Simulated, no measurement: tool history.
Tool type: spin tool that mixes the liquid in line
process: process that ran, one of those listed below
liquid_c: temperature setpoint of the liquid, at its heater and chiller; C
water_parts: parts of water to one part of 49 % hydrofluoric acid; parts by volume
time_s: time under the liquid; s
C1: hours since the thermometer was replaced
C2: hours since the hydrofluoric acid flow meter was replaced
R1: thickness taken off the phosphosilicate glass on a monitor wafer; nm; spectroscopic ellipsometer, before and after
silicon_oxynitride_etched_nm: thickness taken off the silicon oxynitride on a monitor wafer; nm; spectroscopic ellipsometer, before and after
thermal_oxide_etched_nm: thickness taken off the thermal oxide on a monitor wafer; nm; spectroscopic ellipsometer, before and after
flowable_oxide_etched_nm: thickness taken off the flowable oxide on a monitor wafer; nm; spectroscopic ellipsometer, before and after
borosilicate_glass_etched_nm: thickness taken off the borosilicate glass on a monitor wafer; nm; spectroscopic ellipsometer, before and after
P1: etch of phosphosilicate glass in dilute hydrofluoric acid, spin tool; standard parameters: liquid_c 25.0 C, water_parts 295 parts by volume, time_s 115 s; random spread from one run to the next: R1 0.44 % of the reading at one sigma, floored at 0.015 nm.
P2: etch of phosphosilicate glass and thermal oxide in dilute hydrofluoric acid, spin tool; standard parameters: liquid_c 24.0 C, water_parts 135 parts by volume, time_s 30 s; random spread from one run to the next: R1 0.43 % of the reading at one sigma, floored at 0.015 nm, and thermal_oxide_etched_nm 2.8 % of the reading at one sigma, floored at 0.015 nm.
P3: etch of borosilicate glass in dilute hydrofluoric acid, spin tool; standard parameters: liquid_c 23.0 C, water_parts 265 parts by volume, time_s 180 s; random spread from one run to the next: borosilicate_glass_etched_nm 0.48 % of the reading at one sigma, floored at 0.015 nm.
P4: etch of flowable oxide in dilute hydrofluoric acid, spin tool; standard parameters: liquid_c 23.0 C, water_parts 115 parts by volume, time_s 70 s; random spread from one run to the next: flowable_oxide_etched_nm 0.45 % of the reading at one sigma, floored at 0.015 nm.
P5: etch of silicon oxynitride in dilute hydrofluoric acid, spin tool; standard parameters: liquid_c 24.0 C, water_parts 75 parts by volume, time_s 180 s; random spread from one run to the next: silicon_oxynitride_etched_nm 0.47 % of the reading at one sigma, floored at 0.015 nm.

{"run": 1, "hour": 4.9, "process": "P1", "liquid_c": 25.0, "water_parts": 295, "time_s": 115, "C1": 197.4, "C2": 315.9, "R1": 29.377}
{"run": 2, "hour": 9.2, "process": "P5", "liquid_c": 19.0, "water_parts": 75, "time_s": 180, "C1": 201.7, "C2": 320.2, "silicon_oxynitride_etched_nm": 6.1425}
{"run": 3, "hour": 14.8, "process": "P1", "liquid_c": 25.0, "water_parts": 295, "time_s": 45, "C1": 207.3, "C2": 325.8, "R1": 11.512}
{"run": 4, "hour": 19.3, "process": "P2", "liquid_c": 24.0, "water_parts": 135, "time_s": 30, "C1": 211.8, "C2": 330.3, "R1": 42.604, "thermal_oxide_etched_nm": 1.0164}
{"run": 5, "hour": 23.5, "process": "P4", "liquid_c": 23.0, "water_parts": 115, "time_s": 70, "C1": 216.0, "C2": 334.5, "flowable_oxide_etched_nm": 15.397}
{"run": 6, "hour": 31.0, "process": "P1", "liquid_c": 25.0, "water_parts": 295, "time_s": 115, "C1": 223.5, "C2": 342.0, "R1": 29.42}
{"run": 7, "hour": 34.7, "process": "P3", "liquid_c": 23.0, "water_parts": 265, "time_s": 90, "C1": 227.2, "C2": 345.7, "borosilicate_glass_etched_nm": 4.5516}
{"run": 8, "hour": 40.1, "process": "P1", "liquid_c": 25.0, "water_parts": 295, "time_s": 210, "C1": 232.6, "C2": 351.1, "R1": 53.393}
{"run": 9, "hour": 46.6, "process": "P4", "liquid_c": 29.5, "water_parts": 115, "time_s": 70, "C1": 239.1, "C2": 357.6, "flowable_oxide_etched_nm": 19.87}
{"run": 10, "hour": 50.5, "process": "P5", "liquid_c": 24.0, "water_parts": 20, "time_s": 180, "C1": 243.0, "C2": 361.5, "silicon_oxynitride_etched_nm": 31.116}
{"run": 11, "hour": 56.8, "process": "P1", "liquid_c": 21.0, "water_parts": 295, "time_s": 115, "C1": 249.3, "C2": 367.8, "R1": 25.501}
{"run": 12, "hour": 62.2, "process": "P1", "liquid_c": 25.0, "water_parts": 110, "time_s": 115, "C1": 254.7, "C2": 373.2, "R1": 96.885}
{"run": 13, "hour": 65.7, "process": "P1", "liquid_c": 28.5, "water_parts": 170, "time_s": 115, "C1": 258.2, "C2": 376.7, "R1": 66.039}
{"run": 14, "hour": 69.3, "process": "P1", "liquid_c": 31.5, "water_parts": 295, "time_s": 180, "C1": 261.8, "C2": 380.3, "R1": 57.018}
{"run": 15, "hour": 76.1, "process": "P5", "liquid_c": 24.0, "water_parts": 75, "time_s": 75, "C1": 268.6, "C2": 387.1, "silicon_oxynitride_etched_nm": 3.3116}
{"run": 16, "hour": 82.7, "process": "P1", "liquid_c": 25.0, "water_parts": 295, "time_s": 115, "C1": 275.2, "C2": 393.7, "R1": 29.181}
{"run": 17, "hour": 89.3, "process": "P3", "liquid_c": 23.0, "water_parts": 455, "time_s": 180, "C1": 281.8, "C2": 400.3, "borosilicate_glass_etched_nm": 4.4335}
{"run": 18, "hour": 93.7, "process": "P5", "liquid_c": 24.0, "water_parts": 75, "time_s": 180, "C1": 286.2, "C2": 404.7, "silicon_oxynitride_etched_nm": 7.9811}
{"run": 19, "hour": 101.3, "process": "P1", "liquid_c": 25.0, "water_parts": 530, "time_s": 115, "C1": 293.8, "C2": 412.3, "R1": 13.205}
{"hour": 103.0, "done": "thermometer replaced"}
{"run": 20, "hour": 107.1, "process": "P1", "liquid_c": 25.0, "water_parts": 295, "time_s": 115, "C1": 4.1, "C2": 418.1, "R1": 29.393}
{"run": 21, "hour": 114.7, "process": "P3", "liquid_c": 19.0, "water_parts": 265, "time_s": 180, "C1": 11.7, "C2": 425.7, "borosilicate_glass_etched_nm": 7.8553}
{"run": 22, "hour": 119.0, "process": "P1", "liquid_c": 25.0, "water_parts": 295, "time_s": 115, "C1": 16.0, "C2": 430.0, "R1": 29.1}
{"run": 23, "hour": 123.0, "process": "P2", "liquid_c": 24.0, "water_parts": 135, "time_s": 15, "C1": 20.0, "C2": 434.0, "R1": 21.224, "thermal_oxide_etched_nm": 0.47738}
{"run": 24, "hour": 127.6, "process": "P4", "liquid_c": 23.0, "water_parts": 205, "time_s": 70, "C1": 24.6, "C2": 438.6, "flowable_oxide_etched_nm": 7.9132}
{"run": 25, "hour": 132.7, "process": "P3", "liquid_c": 23.0, "water_parts": 265, "time_s": 180, "C1": 29.7, "C2": 443.7, "borosilicate_glass_etched_nm": 9.0723}
{"run": 26, "hour": 140.5, "process": "P4", "liquid_c": 23.0, "water_parts": 115, "time_s": 110, "C1": 37.5, "C2": 451.5, "flowable_oxide_etched_nm": 24.328}
{"run": 27, "hour": 147.2, "process": "P2", "liquid_c": 24.0, "water_parts": 240, "time_s": 30, "C1": 44.2, "C2": 458.2, "R1": 21.331, "thermal_oxide_etched_nm": 0.45373}
{"run": 28, "hour": 151.0, "process": "P2", "liquid_c": 24.0, "water_parts": 135, "time_s": 30, "C1": 48.0, "C2": 462.0, "R1": 42.518, "thermal_oxide_etched_nm": 0.95129}
{"run": 29, "hour": 157.4, "process": "P1", "liquid_c": 25.0, "water_parts": 90, "time_s": 215, "C1": 54.4, "C2": 468.4, "R1": 226.71}
{"run": 30, "hour": 162.3, "process": "P4", "liquid_c": 23.0, "water_parts": 115, "time_s": 70, "C1": 59.3, "C2": 473.3, "flowable_oxide_etched_nm": 15.473}
{"run": 31, "hour": 168.8, "process": "P1", "liquid_c": 31.0, "water_parts": 295, "time_s": 115, "C1": 65.8, "C2": 479.8, "R1": 35.723}
{"run": 32, "hour": 176.8, "process": "P2", "liquid_c": 17.0, "water_parts": 135, "time_s": 30, "C1": 73.8, "C2": 487.8, "R1": 31.915, "thermal_oxide_etched_nm": 0.73038}
{"run": 33, "hour": 183.3, "process": "P3", "liquid_c": 23.0, "water_parts": 265, "time_s": 180, "C1": 80.3, "C2": 494.3, "borosilicate_glass_etched_nm": 9.1253}
{"run": 34, "hour": 187.0, "process": "P1", "liquid_c": 25.0, "water_parts": 295, "time_s": 115, "C1": 84.0, "C2": 498.0, "R1": 29.376}
{"run": 35, "hour": 192.4, "process": "P1", "liquid_c": 25.0, "water_parts": 295, "time_s": 115, "C1": 89.4, "C2": 503.4, "R1": 28.669}
{"run": 36, "hour": 195.8, "process": "P1", "liquid_c": 25.0, "water_parts": 295, "time_s": 115, "C1": 92.8, "C2": 506.8, "R1": 28.249}
{"run": 37, "hour": 201.3, "process": "P1", "liquid_c": 25.0, "water_parts": 295, "time_s": 115, "C1": 98.3, "C2": 512.3, "R1": 27.829}
{"run": 38, "hour": 208.6, "process": "P1", "liquid_c": 25.0, "water_parts": 295, "time_s": 115, "C1": 105.6, "C2": 519.6, "R1": 27.785}
{"run": 39, "hour": 212.1, "process": "P1", "liquid_c": 25.0, "water_parts": 295, "time_s": 115, "C1": 109.1, "C2": 523.1, "R1": 27.501}
{"run": 40, "hour": 216.8, "process": "P1", "liquid_c": 25.0, "water_parts": 295, "time_s": 115, "C1": 113.8, "C2": 527.8, "R1": 27.408}
{"run": 41, "hour": 224.6, "process": "P1", "liquid_c": 25.0, "water_parts": 295, "time_s": 115, "C1": 121.6, "C2": 535.6, "R1": 27.282}
{"run": 42, "hour": 228.3, "process": "P1", "liquid_c": 25.0, "water_parts": 295, "time_s": 115, "C1": 125.3, "C2": 539.3, "R1": 27.172}
{"run": 43, "hour": 232.0, "process": "P1", "liquid_c": 25.0, "water_parts": 295, "time_s": 115, "C1": 129.0, "C2": 543.0, "R1": 27.261}
{"run": 44, "hour": 238.0, "process": "P1", "liquid_c": 25.0, "water_parts": 295, "time_s": 115, "C1": 135.0, "C2": 549.0, "R1": 27.212}
{"run": 45, "hour": 245.7, "process": "P1", "liquid_c": 25.0, "water_parts": 295, "time_s": 115, "C1": 142.7, "C2": 556.7, "R1": 27.097}

Compared with where it was, what P1 gives has crept away. Each cause listed below fits the log as well as the rest, at the size given for it:
A: liquid colder than its thermometer reads (K) = 2.14
B: hydrofluoric acid flow below the setpoint (%) = 5.56
Creep in the process output first set in at about hour 187.0.

Each of the 4 check runs below uses one wafer; its results are left as question marks. Which run tells the causes apart?
{"run": "check 1", "hour": 253.4, "process": "P3", "liquid_c": 23.0, "water_parts": 350, "time_s": 180, "borosilicate_glass_etched_nm": "?"}
{"run": "check 2", "hour": 253.4, "process": "P2", "liquid_c": 24.0, "water_parts": 210, "time_s": 30, "R1": "?", "thermal_oxide_etched_nm": "?"}
{"run": "check 3", "hour": 253.4, "process": "P5", "liquid_c": 24.0, "water_parts": 35, "time_s": 80, "silicon_oxynitride_etched_nm": "?"}
{"run": "check 4", "hour": 253.4, "process": "P4", "liquid_c": 23.0, "water_parts": 195, "time_s": 95, "flowable_oxide_etched_nm": "?"}

What each check would give under each cause:
check=check_1 result=borosilicate_glass_etched_nm if_A=5.8834 if_B=5.8737
check=check_2 result=R1 if_A=23.291 if_B=23.508
check=check_2 result=thermal_oxide_etched_nm if_A=0.53485 if_B=0.53984
check=check_3 result=silicon_oxynitride_etched_nm if_A=7.0142 if_B=7.3565
check=check_4 result=flowable_oxide_etched_nm if_A=10.3980 if_B=10.5230
Minimum pairwise separation of causes per check, each pair taken at its best-separating result: check 1 0.17 %; check 2 0.93 %; check 3 4.77 %; check 4 1.19 %
The other checks would show nearly matching results whichever cause is true, so check 3 is the only one that separates the causes.

Check 3 was then run and gave: silicon_oxynitride_etched_nm 7.3440 nm. Which cause is it?

It was cause B: hydrofluoric acid flow below the setpoint (%).

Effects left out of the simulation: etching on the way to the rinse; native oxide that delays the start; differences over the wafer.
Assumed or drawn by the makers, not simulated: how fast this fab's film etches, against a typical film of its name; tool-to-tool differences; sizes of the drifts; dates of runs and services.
